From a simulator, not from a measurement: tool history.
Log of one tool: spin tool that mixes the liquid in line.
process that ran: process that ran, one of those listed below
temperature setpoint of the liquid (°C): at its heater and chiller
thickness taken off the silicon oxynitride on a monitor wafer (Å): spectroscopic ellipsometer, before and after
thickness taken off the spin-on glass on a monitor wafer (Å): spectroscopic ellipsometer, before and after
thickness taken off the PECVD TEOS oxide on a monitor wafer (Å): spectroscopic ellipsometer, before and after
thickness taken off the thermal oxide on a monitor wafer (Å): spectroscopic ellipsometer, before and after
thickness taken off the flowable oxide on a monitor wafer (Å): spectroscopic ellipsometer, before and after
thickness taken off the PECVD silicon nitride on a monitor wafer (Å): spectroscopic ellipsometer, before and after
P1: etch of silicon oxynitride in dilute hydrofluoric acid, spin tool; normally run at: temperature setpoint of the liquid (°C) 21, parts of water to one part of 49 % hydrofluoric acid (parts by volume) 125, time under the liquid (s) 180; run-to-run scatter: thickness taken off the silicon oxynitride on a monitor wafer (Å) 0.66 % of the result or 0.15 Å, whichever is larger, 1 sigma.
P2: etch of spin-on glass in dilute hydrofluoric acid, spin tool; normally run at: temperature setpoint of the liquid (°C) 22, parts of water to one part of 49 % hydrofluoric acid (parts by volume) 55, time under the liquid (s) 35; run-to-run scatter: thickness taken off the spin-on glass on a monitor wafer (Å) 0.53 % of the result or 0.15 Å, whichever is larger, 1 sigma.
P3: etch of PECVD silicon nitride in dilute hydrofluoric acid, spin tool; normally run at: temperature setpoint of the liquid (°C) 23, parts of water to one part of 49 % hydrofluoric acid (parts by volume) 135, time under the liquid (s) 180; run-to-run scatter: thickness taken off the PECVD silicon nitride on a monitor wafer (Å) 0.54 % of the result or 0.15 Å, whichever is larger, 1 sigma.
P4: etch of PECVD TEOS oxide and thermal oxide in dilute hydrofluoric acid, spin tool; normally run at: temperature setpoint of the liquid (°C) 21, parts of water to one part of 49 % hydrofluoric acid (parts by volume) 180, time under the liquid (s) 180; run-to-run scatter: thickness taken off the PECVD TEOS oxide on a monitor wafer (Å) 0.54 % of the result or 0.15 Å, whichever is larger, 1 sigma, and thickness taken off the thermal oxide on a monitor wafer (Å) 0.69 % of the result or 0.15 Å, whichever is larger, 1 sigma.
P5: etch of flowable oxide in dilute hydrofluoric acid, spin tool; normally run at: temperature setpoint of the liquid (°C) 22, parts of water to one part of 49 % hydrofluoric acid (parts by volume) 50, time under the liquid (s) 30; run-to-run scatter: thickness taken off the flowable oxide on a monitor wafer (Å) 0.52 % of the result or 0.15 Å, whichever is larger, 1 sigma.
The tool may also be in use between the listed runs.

run,hour,process that ran,temperature setpoint of the liquid (°C),parts of water to one part of 49 % hydrofluoric acid (parts by volume),time under the liquid (s),hours since the thermometer was replaced,hours since the hydrofluoric acid flow meter was replaced,thickness taken off the silicon oxynitride on a monitor wafer (Å),thickness taken off the spin-on glass on a monitor wafer (Å),thickness taken off the PECVD TEOS oxide on a monitor wafer (Å),thickness taken off the thermal oxide on a monitor wafer (Å),thickness taken off the flowable oxide on a monitor wafer (Å),thickness taken off the PECVD silicon nitride on a monitor wafer (Å)
1,10.5,P1,21,125,180,784.3,263.2,45.656,,,,,
2,19.3,P2,22,55,35,793.1,272,,287.56,,,,
3,34.6,P2,22,55,35,808.4,287.3,,287.51,,,,
4,46.8,P2,17,55,35,820.6,299.5,,231.05,,,,
5,60.7,P4,21,180,180,834.5,313.4,,,135.16,38.33,,
6,73.4,P1,26,125,180,847.2,326.1,57.084,,,,,
7,88.7,P5,17,50,30,862.5,341.4,,,,,163.59,
8,100.1,P3,23,135,180,873.9,352.8,,,,,,50.741
9,115,P3,23,135,55,888.8,367.7,,,,,,15.342
10,132.9,P1,29,125,275,906.7,385.6,97.938,,,,,
11,141.1,P1,21,125,180,914.9,393.8,45.175,,,,,
12,156.4,P3,23,245,180,930.2,409.1,,,,,,27.847
13,171.2,P1,21,125,80,945,423.9,20.372,,,,,
14,188.7,P2,22,55,50,962.5,441.4,,409.2,,,,
15,206.6,P1,21,125,320,980.4,459.3,81.052,,,,,
16,221.4,P4,21,30,180,995.2,474.1,,,957.82,270.33,,
17,230.8,P1,21,75,180,1004.6,483.5,78.832,,,,,
18,246.7,P1,21,55,330,1020.5,499.4,195.87,,,,,
19,264.4,P3,23,135,180,1038.2,517.1,,,,,,50.316
20,273.4,P1,21,125,180,1047.2,526.1,45.021,,,,,
21,285.3,P1,21,125,180,1059.1,538,44.671,,,,,
22,298.7,P1,21,215,180,1072.5,551.4,24.734,,,,,
23,315.6,P1,21,125,180,1089.4,568.3,45.345,,,,,
24,323.6,P5,22,85,30,1097.4,576.3,,,,,114.11,
25,331.7,P3,17.5,135,180,1105.5,584.4,,,,,,34.772
26,344.3,P5,22,50,30,1118.1,597,,,,,202.54,
27,358.9,P4,17,180,180,1132.7,611.6,,,114.77,32.96,,
28,374.9,P2,22,20,35,1148.7,627.6,,825.55,,,,
29,388.2,P1,21,165,15,1162,640.9,2.6182,,,,,
30,405.6,P1,17,125,180,1179.4,658.3,37.401,,,,,
31,414.2,P5,22,50,15,1188,666.9,,,,,101.61,
32,428,P4,21,180,85,1201.8,680.7,,,63.822,18.243,,
33,438.6,P1,21,125,180,1212.4,691.3,44.793,,,,,
34,447.7,P1,21,125,180,1221.5,700.4,46.253,,,,,
35,461.7,P1,21,125,180,1235.5,714.4,47.854,,,,,
36,476.6,P1,21,125,180,1250.4,729.3,47.471,,,,,
37,493.9,P1,21,125,180,1267.7,746.6,48.014,,,,,
38,503,P1,21,125,180,1276.8,755.7,48.558,,,,,
39,519.8,P1,21,125,180,1293.6,772.5,49.677,,,,,

What P1 gives has crept away from where it was. These 2 causes fit the log equally well, each at the size given:
A: hydrofluoric acid flow above the setpoint (%) = 7.47
B: liquid hotter than its thermometer reads (K) = 1.66
The creep began at about hour 438.6.

4 check runs are offered, each on 5 wafers whose results are averaged, their results left as question marks. Which one tells the causes apart?
check 1,536.6,P4,21,40,180,,,,,?,?,,
check 2,536.6,P2,17,55,50,,,,?,,,,
check 3,536.6,P3,19.5,135,70,,,,,,,,?
check 4,536.6,P5,17,50,15,,,,,,,?,

What each check would give under each cause:
check,result,if A,if B
check 1,thickness taken off the PECVD TEOS oxide on a monitor wafer (Å),764.84,760.68
check 1,thickness taken off the thermal oxide on a monitor wafer (Å),216.43,215.25
check 2,thickness taken off the spin-on glass on a monitor wafer (Å),358,356.3
check 3,thickness taken off the PECVD silicon nitride on a monitor wafer (Å),16.713,17.414
check 4,thickness taken off the flowable oxide on a monitor wafer (Å),88.353,87.974
How far apart the two closest causes lie, in the result that separates them most: check 1 0.55 %; check 2 0.47 %; check 3 4.11 %; check 4 0.43 %
Check 3 tells the causes apart: in the others they would give nearly the same result.

Then check 3 was run and gave: thickness taken off the PECVD silicon nitride on a monitor wafer (Å) 16.769. Which cause is it?

It is A: hydrofluoric acid flow above the setpoint (%).
